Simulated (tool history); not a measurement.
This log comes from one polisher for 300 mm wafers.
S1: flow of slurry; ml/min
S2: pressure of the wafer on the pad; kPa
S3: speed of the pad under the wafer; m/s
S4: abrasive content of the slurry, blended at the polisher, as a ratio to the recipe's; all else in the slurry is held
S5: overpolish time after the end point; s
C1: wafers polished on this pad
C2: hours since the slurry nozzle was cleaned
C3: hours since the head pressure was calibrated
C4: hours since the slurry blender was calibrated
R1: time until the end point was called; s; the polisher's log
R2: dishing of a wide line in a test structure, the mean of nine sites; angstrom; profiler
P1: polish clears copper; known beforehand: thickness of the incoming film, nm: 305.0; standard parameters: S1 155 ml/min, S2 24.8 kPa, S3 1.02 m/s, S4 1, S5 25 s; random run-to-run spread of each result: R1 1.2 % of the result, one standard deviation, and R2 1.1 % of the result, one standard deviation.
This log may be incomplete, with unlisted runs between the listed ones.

run 1 hour=12.1 | S1=155 S2=24.8 S3=1.02 S4=1 S5=25 | C1=185 C2=120.3 C3=507.4 C4=274.5 | R1=73.962 R2=257.44
run 2 hour=23.8 | S1=155 S2=24.8 S3=1.02 S4=1 S5=25 | C1=288 C2=132 C3=519.1 C4=286.2 | R1=72.889 R2=262.4
run 3 hour=30.6 | S1=155 S2=24.8 S3=1.6 S4=1 S5=25 | C1=348 C2=138.8 C3=525.9 C4=293 | R1=46.235 R2=273.11
run 4 hour=43.1 | S1=155 S2=24.8 S3=1.02 S4=1 S5=8 | C1=458 C2=151.3 C3=538.4 C4=305.5 | R1=71.73 R2=176.91
run 5 hour=52.3 | S1=155 S2=24.8 S3=0.48 S4=1 S5=25 | C1=538 C2=160.5 C3=547.6 C4=314.7 | R1=154.27 R2=214.06
run 6 hour=65.9 | S1=155 S2=33.1 S3=1.02 S4=1 S5=25 | C1=658 C2=174.1 C3=561.2 C4=328.3 | R1=53.771 R2=274.26
run 7 hour=73.4 | S1=100 S2=24.8 S3=1.02 S4=1 S5=25 | C1=724 C2=181.6 C3=568.7 C4=335.8 | R1=79.431 R2=258.11
run 8 hour=83.9 | S1=155 S2=24.8 S3=1.02 S4=1 S5=25 | C1=816 C2=192.1 C3=579.2 C4=346.3 | R1=74.149 R2=260.04
run 9 hour=95.8 | S1=155 S2=24.8 S3=1.02 S4=1 S5=25 | C1=920 C2=204 C3=591.1 C4=358.2 | R1=72.641 R2=255.83
-- hour=101.8 slurry blender recalibrated
run 10 hour=105.4 | S1=155 S2=24.8 S3=1.02 S4=1.5 S5=25 | C1=1005 C2=213.6 C3=600.7 C4=3.7 | R1=66.582 R2=262.05
run 11 hour=111.7 | S1=155 S2=24.8 S3=1.02 S4=1 S5=25 | C1=1060 C2=219.9 C3=607 C4=10 | R1=70.981 R2=260.94
run 12 hour=121.1 | S1=155 S2=24.8 S3=1.02 S4=0.65 S5=25 | C1=1142 C2=229.3 C3=616.4 C4=19.4 | R1=80.276 R2=258.22
run 13 hour=130.5 | S1=195 S2=24.8 S3=1.02 S4=1 S5=25 | C1=1225 C2=238.7 C3=625.8 C4=28.8 | R1=70.536 R2=260.93
run 14 hour=144.4 | S1=155 S2=24.8 S3=0.52 S4=1 S5=49 | C1=1347 C2=252.6 C3=639.7 C4=42.7 | R1=146.55 R2=262.79
run 15 hour=158.8 | S1=155 S2=24.8 S3=1.02 S4=1 S5=37 | C1=1473 C2=267 C3=654.1 C4=57.1 | R1=73.918 R2=262.36
run 16 hour=170.7 | S1=155 S2=11 S3=1.02 S4=1 S5=25 | C1=1578 C2=278.9 C3=666 C4=69 | R1=166.1 R2=196.52
run 17 hour=179.7 | S1=155 S2=24.8 S3=1.02 S4=1 S5=25 | C1=1657 C2=287.9 C3=675 C4=78 | R1=72.544 R2=258.85
run 18 hour=190.1 | S1=155 S2=24.8 S3=1.02 S4=1 S5=25 | C1=1748 C2=298.3 C3=685.4 C4=88.4 | R1=72.524 R2=261.41
run 19 hour=198.7 | S1=155 S2=24.8 S3=1.02 S4=1 S5=25 | C1=1824 C2=306.9 C3=694 C4=97 | R1=75.145 R2=260.56
run 20 hour=213 | S1=155 S2=24.8 S3=1.02 S4=1 S5=25 | C1=1949 C2=321.2 C3=708.3 C4=111.3 | R1=77.141 R2=260.89
run 21 hour=224 | S1=155 S2=24.8 S3=1.02 S4=1 S5=25 | C1=2046 C2=332.2 C3=719.3 C4=122.3 | R1=78.299 R2=259.93
run 22 hour=236.7 | S1=155 S2=24.8 S3=1.02 S4=1 S5=25 | C1=2157 C2=344.9 C3=732 C4=135 | R1=79.345 R2=259.88
-- hour=239.1 slurry blender recalibrated
run 23 hour=249.7 | S1=155 S2=24.8 S3=1.02 S4=1 S5=25 | C1=2272 C2=357.9 C3=745 C4=10.6 | R1=80.372 R2=258.49
-- hour=255.9 head pressure recalibrated
run 24 hour=260.7 | S1=155 S2=24.8 S3=1.02 S4=1 S5=25 | C1=2368 C2=368.9 C3=4.8 C4=21.6 | R1=79.456 R2=257.27
run 25 hour=271.7 | S1=155 S2=24.8 S3=1.02 S4=1 S5=25 | C1=2465 C2=379.9 C3=15.8 C4=32.6 | R1=78.654 R2=260.8
run 26 hour=281.1 | S1=155 S2=24.8 S3=1.02 S4=1 S5=25 | C1=2547 C2=389.3 C3=25.2 C4=42 | R1=81 R2=251.57
run 27 hour=288.9 | S1=155 S2=24.8 S3=1.02 S4=1 S5=25 | C1=2616 C2=397.1 C3=33 C4=49.8 | R1=81.174 R2=258.69
run 28 hour=296.6 | S1=155 S2=24.8 S3=1.02 S4=1 S5=25 | C1=2683 C2=404.8 C3=40.7 C4=57.5 | R1=79.162 R2=257.31

What P1 gives has crept off from where it sat before. The 2 causes that follow fit the log equally well, each at the size noted:
A: removal rate lost through wear of the pad, % = 10
B: slurry flow missing at the pad, % = 39.4
The drift started at roughly hour 190.1.
Every other cause this tool's parts could produce, and why it does not fit the log:
head's pressure below its setpoint, %: was serviced at hour 255.9, once the creep was under way, yet the earlier output never came back
abrasive missing from the slurry, %: was serviced at hour 239.1, once the creep was under way, yet the earlier output never came back

The 4 check runs listed below each average the results of 5 wafers, and their outcomes are marked with question marks. Under which run would the listed causes produce clearly different results?
run check 1 hour=304.3 | S1=155 S2=17.9 S3=1.02 S4=1.35 S5=25 | R1=? R2=?
run check 2 hour=304.3 | S1=110 S2=24.8 S3=1.48 S4=1 S5=25 | R1=? R2=?
run check 3 hour=304.3 | S1=155 S2=24.8 S3=1.56 S4=1 S5=25 | R1=? R2=?
run check 4 hour=304.3 | S1=155 S2=15.9 S3=1.02 S4=1 S5=25 | R1=? R2=?

Check results expected under each cause:
check=check_1 result=R1 if_A=104.81 if_B=104.83
check=check_1 result=R2 if_A=239.28 if_B=239.27
check=check_2 result=R1 if_A=59.556 if_B=61.826
check=check_2 result=R2 if_A=265.57 if_B=264.81
check=check_3 result=R1 if_A=52.839 if_B=52.849
check=check_3 result=R2 if_A=267.47 if_B=267.47
check=check_4 result=R1 if_A=126.49 if_B=126.51
check=check_4 result=R2 if_A=225.26 if_B=225.25
Gap, in per cent, between the two causes that each check separates least, read from the result that separates them most: check 1 0.02 %; check 2 3.74 %; check 3 0.02 %; check 4 0.02 %
Check 2 is the one run that separates the causes; every other check would come out nearly the same whichever cause is at work.

With check 2 done, the readings were: R1 61.65 s; R2 264.27 angstrom. Identify which of the listed causes applies.

Of the candidate causes, it is B: slurry flow missing at the pad, %.
